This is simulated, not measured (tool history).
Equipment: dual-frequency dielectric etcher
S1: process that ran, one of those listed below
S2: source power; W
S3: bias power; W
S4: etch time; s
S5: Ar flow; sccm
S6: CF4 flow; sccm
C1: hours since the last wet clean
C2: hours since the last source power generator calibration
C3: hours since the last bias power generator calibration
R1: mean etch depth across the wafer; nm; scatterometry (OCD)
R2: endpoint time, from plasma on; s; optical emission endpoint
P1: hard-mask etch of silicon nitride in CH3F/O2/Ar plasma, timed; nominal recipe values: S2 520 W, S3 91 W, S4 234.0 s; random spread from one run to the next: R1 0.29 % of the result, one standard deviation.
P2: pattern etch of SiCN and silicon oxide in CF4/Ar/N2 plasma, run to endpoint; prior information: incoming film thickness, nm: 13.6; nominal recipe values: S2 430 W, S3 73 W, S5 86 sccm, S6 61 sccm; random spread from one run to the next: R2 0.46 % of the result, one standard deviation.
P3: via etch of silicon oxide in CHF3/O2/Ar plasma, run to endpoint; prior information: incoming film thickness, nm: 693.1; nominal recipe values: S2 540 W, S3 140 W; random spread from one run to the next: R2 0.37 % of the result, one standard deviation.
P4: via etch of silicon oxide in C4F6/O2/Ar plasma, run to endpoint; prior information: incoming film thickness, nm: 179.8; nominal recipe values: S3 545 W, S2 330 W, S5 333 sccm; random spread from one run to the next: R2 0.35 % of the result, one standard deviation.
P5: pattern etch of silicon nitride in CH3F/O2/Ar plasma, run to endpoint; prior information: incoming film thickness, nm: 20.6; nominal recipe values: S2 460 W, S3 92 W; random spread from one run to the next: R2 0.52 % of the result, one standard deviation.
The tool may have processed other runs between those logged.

| run | hour | S1 | S2 | S3 | S4 | S5 | S6 | C1 | C2 | C3 | R1 | R2 |
|---|---|---|---|---|---|---|---|---|---|---|---|---|
| 1 | 11.4 | P1 | 520 | 91 | 234.0 |  |  | 151.5 | 666.8 | 942.7 | 190.70 |  |
| 2 | 19.9 | P4 | 330 | 545 |  | 263 |  | 160.0 | 675.3 | 951.2 |  | 39.877 |
| 3 | 34.8 | P1 | 430 | 91 | 286.5 |  |  | 174.9 | 690.2 | 966.1 | 217.21 |  |
| 4 | 41.5 | P1 | 520 | 91 | 234.0 |  |  | 181.6 | 696.9 | 972.8 | 190.30 |  |
| 5 | 52.3 | P1 | 690 | 91 | 234.0 |  |  | 192.4 | 707.7 | 983.6 | 212.03 |  |
| 6 | 67.2 | P1 | 520 | 91 | 348.5 |  |  | 207.3 | 722.6 | 998.5 | 284.75 |  |
| 7 | 79.1 | P3 | 540 | 140 |  |  |  | 219.2 | 734.5 | 1010.4 |  | 389.320 |
| 8 | 87.9 | P5 | 460 | 92 |  |  |  | 228.0 | 743.3 | 1019.2 |  | 26.139 |
| 9 | 102.0 | P4 | 400 | 545 |  | 333 |  | 242.1 | 757.4 | 1033.3 |  | 37.834 |
| 10 | 112.8 | P2 | 430 | 53 |  | 86 | 61 | 252.9 | 768.2 | 1044.1 |  | 18.171 |
| 11 | 127.7 | P5 | 370 | 92 |  |  |  | 267.8 | 783.1 | 1059.0 |  | 28.430 |
| 12 | 135.9 | P4 | 330 | 545 |  | 333 |  | 276.0 | 791.3 | 1067.2 |  | 40.620 |
| 13 | 148.7 | P1 | 520 | 115 | 234.0 |  |  | 288.8 | 804.1 | 1080.0 | 205.99 |  |
| 14 | 159.5 | P4 | 330 | 675 |  | 333 |  | 299.6 | 814.9 | 1090.8 |  | 37.510 |
| 15 | 172.5 | P1 | 520 | 91 | 178.0 |  |  | 312.6 | 827.9 | 1103.8 | 144.45 |  |
| 16 | 186.4 | P2 | 430 | 73 |  | 86 | 84 | 326.5 | 841.8 | 1117.7 |  | 15.640 |
| 17 | 196.3 | P2 | 430 | 73 |  | 86 | 61 | 336.4 | 851.7 | 1127.6 |  | 16.409 |
| 18 | 205.1 | P1 | 520 | 91 | 234.0 |  |  | 345.2 | 860.5 | 1136.4 | 189.62 |  |
| 19 | 212.8 | P1 | 320 | 91 | 234.0 |  |  | 352.9 | 868.2 | 1144.1 | 158.80 |  |
| 20 | 226.6 | P5 | 460 | 61 |  |  |  | 366.7 | 882.0 | 1157.9 |  | 30.409 |
| 21 | 238.9 | P1 | 520 | 91 | 234.0 |  |  | 379.0 | 894.3 | 1170.2 | 190.04 |  |
| 22 | 253.7 | P2 | 600 | 73 |  | 86 | 61 | 393.8 | 909.1 | 1185.0 |  | 12.170 |
| 23 | 260.7 | P1 | 340 | 91 | 314.5 |  |  | 400.8 | 916.1 | 1192.0 | 218.64 |  |
| 24 | 267.7 | P3 | 410 | 140 |  |  |  | 407.8 | 923.1 | 1199.0 |  | 434.230 |
| 25 | 280.7 | P1 | 520 | 91 | 234.0 |  |  | 420.8 | 936.1 | 1212.0 | 190.98 |  |
| 26 | 287.8 | P2 | 430 | 73 |  | 55 | 61 | 427.9 | 943.2 | 1219.1 |  | 15.368 |
| 27 | 299.2 | P1 | 520 | 68 | 326.5 |  |  | 439.3 | 954.6 | 1230.5 | 240.09 |  |
| 28 | 312.9 | P3 | 540 | 174 |  |  |  | 453.0 | 968.3 | 1244.2 |  | 362.760 |
| 29 | 322.9 | P1 | 520 | 55 | 234.0 |  |  | 463.0 | 978.3 | 1254.2 | 160.74 |  |
| 30 | 331.3 | P1 | 520 | 91 | 234.0 |  |  | 471.4 | 986.7 | 1262.6 | 190.86 |  |
| 31 | 345.3 | P1 | 520 | 91 | 234.0 |  |  | 485.4 | 1000.7 | 1276.6 | 188.99 |  |
| 32 | 356.6 | P1 | 520 | 91 | 234.0 |  |  | 496.7 | 1012.0 | 1287.9 | 188.19 |  |
| 33 | 370.2 | P1 | 520 | 91 | 234.0 |  |  | 510.3 | 1025.6 | 1301.5 | 188.04 |  |
| 34 | 384.2 | P1 | 520 | 91 | 234.0 |  |  | 524.3 | 1039.6 | 1315.5 | 188.18 |  |
|  | 393.8 | wet clean of the chamber |
| 35 | 396.8 | P1 | 520 | 91 | 234.0 |  |  | 3.1 | 1052.2 | 1328.1 | 187.27 |  |
| 36 | 408.8 | P1 | 520 | 91 | 234.0 |  |  | 15.1 | 1064.2 | 1340.1 | 187.76 |  |
| 37 | 419.3 | P1 | 520 | 91 | 234.0 |  |  | 25.6 | 1074.7 | 1350.6 | 187.31 |  |
| 38 | 426.2 | P1 | 520 | 91 | 234.0 |  |  | 32.5 | 1081.6 | 1357.5 | 187.99 |  |
| 39 | 434.9 | P1 | 520 | 91 | 234.0 |  |  | 41.2 | 1090.3 | 1366.2 | 186.98 |  |
| 40 | 449.0 | P1 | 520 | 91 | 234.0 |  |  | 55.3 | 1104.4 | 1380.3 | 187.45 |  |
| 41 | 462.2 | P1 | 520 | 91 | 234.0 |  |  | 68.5 | 1117.6 | 1393.5 | 187.63 |  |

P1 has crept away from where it was. The log is fitted equally well by each of these 2 causes, at the sizes shown:
A: bias power that arrives under what is set, % = 4.73
B: source power that arrives under what is set, % = 4.44
Creep in the process output first set in at about hour 331.3.
Other possible causes, and why each is ruled out:
chamber walls in a state that lowers the etch rate, %: serviced at hour 393.8, after the drift had started, without restoring the earlier output

The list below offers 4 check runs, each averaging the results of 2 wafers, and shows each result as a question mark. For which of them would the listed causes give clearly different results?
| check 1 | 475.4 | P4 | 330 | 545 |  | 333 |  |  |  |  |  | ? |
| check 2 | 475.4 | P3 | 540 | 140 |  |  |  |  |  |  |  | ? |
| check 3 | 475.4 | P2 | 430 | 73 |  | 86 | 61 |  |  |  |  | ? |
| check 4 | 475.4 | P5 | 460 | 92 |  |  |  |  |  |  |  | ? |

If the cause were each of the candidates in turn, the checks would give the following:
| check | result | if A | if B |
|---|---|---|---|
| check 1 | R2 | 41.427 | 41.351 |
| check 2 | R2 | 396.680 | 397.520 |
| check 3 | R2 | 16.630 | 17.029 |
| check 4 | R2 | 26.705 | 26.699 |
How far apart the two closest causes lie, in the result that separates them most: check 1 0.18 %; check 2 0.21 %; check 3 2.37 %; check 4 0.02 %
Check 3 is the one run that separates the causes; every other check would come out nearly the same whichever cause is at work.

The results of check 3 are: R2 16.678 s. Based on these, which of the listed causes is it?

The cause is A: bias power that arrives under what is set, %.
